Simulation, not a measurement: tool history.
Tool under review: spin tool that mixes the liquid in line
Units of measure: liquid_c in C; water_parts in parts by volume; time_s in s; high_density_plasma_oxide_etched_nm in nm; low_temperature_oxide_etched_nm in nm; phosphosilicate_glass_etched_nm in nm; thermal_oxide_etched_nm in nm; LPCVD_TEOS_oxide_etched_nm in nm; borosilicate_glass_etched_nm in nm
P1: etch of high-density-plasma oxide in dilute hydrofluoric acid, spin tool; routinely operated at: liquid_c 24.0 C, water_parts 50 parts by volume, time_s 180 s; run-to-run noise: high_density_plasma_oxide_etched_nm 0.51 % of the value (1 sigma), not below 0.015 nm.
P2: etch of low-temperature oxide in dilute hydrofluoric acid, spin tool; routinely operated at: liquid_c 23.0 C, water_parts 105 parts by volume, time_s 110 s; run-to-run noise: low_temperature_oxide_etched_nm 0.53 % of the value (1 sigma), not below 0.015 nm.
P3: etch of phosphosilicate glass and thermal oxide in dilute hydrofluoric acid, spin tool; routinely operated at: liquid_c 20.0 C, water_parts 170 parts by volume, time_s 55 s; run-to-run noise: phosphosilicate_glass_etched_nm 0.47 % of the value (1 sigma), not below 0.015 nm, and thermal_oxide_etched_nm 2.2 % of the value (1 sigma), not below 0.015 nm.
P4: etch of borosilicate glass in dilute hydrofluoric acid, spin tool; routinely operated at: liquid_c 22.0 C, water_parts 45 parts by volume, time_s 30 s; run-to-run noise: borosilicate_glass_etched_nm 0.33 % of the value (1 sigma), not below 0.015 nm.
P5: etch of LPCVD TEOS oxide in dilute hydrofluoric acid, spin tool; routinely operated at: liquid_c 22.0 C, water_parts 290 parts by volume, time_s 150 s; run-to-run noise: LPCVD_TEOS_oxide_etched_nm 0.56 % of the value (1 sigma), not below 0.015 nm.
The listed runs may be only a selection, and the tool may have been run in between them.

| run | hour | process | liquid_c | water_parts | time_s | hours since the thermometer was replaced | hours since the hydrofluoric acid flow meter was replaced | high_density_plasma_oxide_etched_nm | low_temperature_oxide_etched_nm | phosphosilicate_glass_etched_nm | thermal_oxide_etched_nm | LPCVD_TEOS_oxide_etched_nm | borosilicate_glass_etched_nm |
|---|---|---|---|---|---|---|---|---|---|---|---|---|---|
| 1 | 6.8 | P1 | 24.0 | 50 | 180 | 507.9 | 119.2 | 36.067 |  |  |  |  |  |
| 2 | 14.5 | P1 | 17.0 | 50 | 180 | 515.6 | 126.9 | 26.928 |  |  |  |  |  |
| 3 | 19.4 | P1 | 24.0 | 20 | 180 | 520.5 | 131.8 | 94.336 |  |  |  |  |  |
| 4 | 23.7 | P1 | 24.0 | 50 | 180 | 524.8 | 136.1 | 36.111 |  |  |  |  |  |
| 5 | 30.5 | P1 | 24.0 | 50 | 310 | 531.6 | 142.9 | 62.377 |  |  |  |  |  |
| 6 | 38.7 | P2 | 23.0 | 155 | 110 | 539.8 | 151.1 |  | 12.9270 |  |  |  |  |
| 7 | 45.7 | P3 | 20.0 | 170 | 15 | 546.8 | 158.1 |  |  | 6.9693 | 0.29861 |  |  |
| 8 | 52.9 | P1 | 24.0 | 50 | 180 | 554.0 | 165.3 | 35.902 |  |  |  |  |  |
| 9 | 61.4 | P5 | 22.0 | 455 | 150 | 562.5 | 173.8 |  |  |  |  | 6.8112 |  |
| 10 | 66.8 | P1 | 24.0 | 50 | 95 | 567.9 | 179.2 | 19.306 |  |  |  |  |  |
| 11 | 72.0 | P1 | 24.0 | 90 | 180 | 573.1 | 184.4 | 19.177 |  |  |  |  |  |
| 12 | 79.1 | P4 | 22.0 | 45 | 30 | 580.2 | 191.5 |  |  |  |  |  | 14.6990 |
|  | 79.3 | thermometer replaced |
| 13 | 87.6 | P5 | 22.0 | 290 | 150 | 8.3 | 200.0 |  |  |  |  | 12.2320 |  |
| 14 | 91.5 | P2 | 23.0 | 105 | 25 | 12.2 | 203.9 |  | 4.5936 |  |  |  |  |
| 15 | 95.7 | P2 | 17.0 | 105 | 110 | 16.4 | 208.1 |  | 15.6270 |  |  |  |  |
| 16 | 100.9 | P5 | 22.0 | 290 | 265 | 21.6 | 213.3 |  |  |  |  | 21.6330 |  |
| 17 | 105.8 | P1 | 29.5 | 50 | 260 | 26.5 | 218.2 | 64.868 |  |  |  |  |  |
| 18 | 112.4 | P3 | 20.0 | 170 | 55 | 33.1 | 224.8 |  |  | 25.6010 | 1.13300 |  |  |
| 19 | 118.8 | P4 | 22.0 | 45 | 30 | 39.5 | 231.2 |  |  |  |  |  | 14.5810 |
| 20 | 126.8 | P5 | 30.5 | 290 | 150 | 47.5 | 239.2 |  |  |  |  | 16.4940 |  |
| 21 | 132.3 | P1 | 31.5 | 50 | 180 | 53.0 | 244.7 | 48.284 |  |  |  |  |  |
| 22 | 138.6 | P2 | 23.0 | 105 | 110 | 59.3 | 251.0 |  | 20.0040 |  |  |  |  |
| 23 | 145.0 | P1 | 24.0 | 50 | 180 | 65.7 | 257.4 | 36.473 |  |  |  |  |  |
| 24 | 151.6 | P4 | 30.0 | 45 | 30 | 72.3 | 264.0 |  |  |  |  |  | 20.4800 |
| 25 | 159.8 | P4 | 22.0 | 30 | 30 | 80.5 | 272.2 |  |  |  |  |  | 22.4950 |
| 26 | 166.2 | P3 | 20.0 | 170 | 55 | 86.9 | 278.6 |  |  | 25.6810 | 1.04600 |  |  |
| 27 | 171.5 | P1 | 24.0 | 50 | 180 | 92.2 | 283.9 | 36.045 |  |  |  |  |  |
| 28 | 175.7 | P3 | 20.0 | 260 | 55 | 96.4 | 288.1 |  |  | 15.2970 | 0.66710 |  |  |
| 29 | 179.8 | P3 | 17.0 | 170 | 55 | 100.5 | 292.2 |  |  | 22.8010 | 0.97184 |  |  |
| 30 | 187.2 | P4 | 22.0 | 45 | 15 | 107.9 | 299.6 |  |  |  |  |  | 7.3698 |
| 31 | 195.3 | P1 | 24.0 | 50 | 180 | 116.0 | 307.7 | 36.243 |  |  |  |  |  |
| 32 | 203.1 | P1 | 24.0 | 50 | 180 | 123.8 | 315.5 | 34.794 |  |  |  |  |  |
| 33 | 208.8 | P1 | 24.0 | 50 | 180 | 129.5 | 321.2 | 34.450 |  |  |  |  |  |
| 34 | 214.2 | P1 | 24.0 | 50 | 180 | 134.9 | 326.6 | 34.328 |  |  |  |  |  |
| 35 | 220.3 | P1 | 24.0 | 50 | 180 | 141.0 | 332.7 | 34.078 |  |  |  |  |  |
| 36 | 225.4 | P1 | 24.0 | 50 | 180 | 146.1 | 337.8 | 33.890 |  |  |  |  |  |
| 37 | 231.8 | P1 | 24.0 | 50 | 180 | 152.5 | 344.2 | 33.834 |  |  |  |  |  |
| 38 | 236.1 | P1 | 24.0 | 50 | 180 | 156.8 | 348.5 | 33.649 |  |  |  |  |  |

The log shows P1 creeping away from where it was. Any of the 2 causes listed here, at the size stated for it, fits the log just as well as the others:
A: liquid colder than its thermometer reads (K) = 1.67
B: hydrofluoric acid flow below the setpoint (%) = 6.27
At approximately hour 195.3, the process output began to creep.

Each of the check runs listed below is run on 2 wafers and reports their average, with the results left as question marks. Pick the one under which the possible causes would lead to clearly different results.
| check 1 | 240.4 | P2 | 23.0 | 105 | 65 |  |  |  | ? |  |  |  |  |
| check 2 | 240.4 | P3 | 17.0 | 170 | 25 |  |  |  |  | ? | ? |  |  |
| check 3 | 240.4 | P5 | 28.0 | 420 | 150 |  |  |  |  |  |  | ? |  |
| check 4 | 240.4 | P4 | 27.0 | 45 | 15 |  |  |  |  |  |  |  | ? |

If the cause were each of the candidates in turn, the checks would give the following:
| check | result | if A | if B |
|---|---|---|---|
| check 1 | low_temperature_oxide_etched_nm | 11.0740 | 11.0080 |
| check 2 | phosphosilicate_glass_etched_nm | 9.6576 | 9.5888 |
| check 2 | thermal_oxide_etched_nm | 0.42038 | 0.41738 |
| check 3 | LPCVD_TEOS_oxide_etched_nm | 8.6810 | 8.3474 |
| check 4 | borosilicate_glass_etched_nm | 8.4341 | 8.4239 |
How far apart the two closest causes lie, in the result that separates them most: check 1 0.6 %; check 2 0.72 %; check 3 3.92 %; check 4 0.12 %
Only in check 3 would the causes give clearly different results; in the remaining checks their results would be nearly the same.

Check 3 was carried out, with these results: LPCVD_TEOS_oxide_etched_nm 8.3559 nm. Which of the listed causes is responsible?

B is the cause: hydrofluoric acid flow below the setpoint (%).
